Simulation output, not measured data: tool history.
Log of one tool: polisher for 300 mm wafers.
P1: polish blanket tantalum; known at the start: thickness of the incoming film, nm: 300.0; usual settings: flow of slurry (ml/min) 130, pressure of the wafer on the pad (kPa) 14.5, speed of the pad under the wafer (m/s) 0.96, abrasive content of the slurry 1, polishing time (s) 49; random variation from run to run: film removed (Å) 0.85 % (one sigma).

run	hour	flow of slurry (ml/min)	pressure of the wafer on the pad (kPa)	speed of the pad under the wafer (m/s)	abrasive content of the slurry	polishing time (s)	film removed (Å)
1	4.1	130	14.5	0.96	1	49	768.5
2	9	185	14.5	0.96	1	49	832.08
3	15	130	14.5	0.96	1	49	785.44
4	21.4	130	14.5	1.46	1	49	1181.9
5	28.7	130	14.5	0.96	1	49	777.61
6	32.7	130	14.5	0.96	1	49	784.16
7	40.4	130	14.5	0.96	1	34	545.91
8	45.5	130	6.9	0.96	1	49	371
9	50.6	80	14.5	0.96	1	49	692.51
10	57.2	175	14.5	1.48	1	49	1267.2
11	65.2	130	14.5	0.96	1.5	49	873.57
12	70.9	130	14.5	0.96	1	77	1249.3
13	76.2	130	6.9	1.3	1	49	500.09
14	81.4	130	20	1.3	1	49	1455.8
15	86.7	130	14.5	0.96	1	49	783.88

Run 16 comes next. What will it give?
16	93.1	130	14.5	0.96	1	49	?

film removed (Å): 781.07
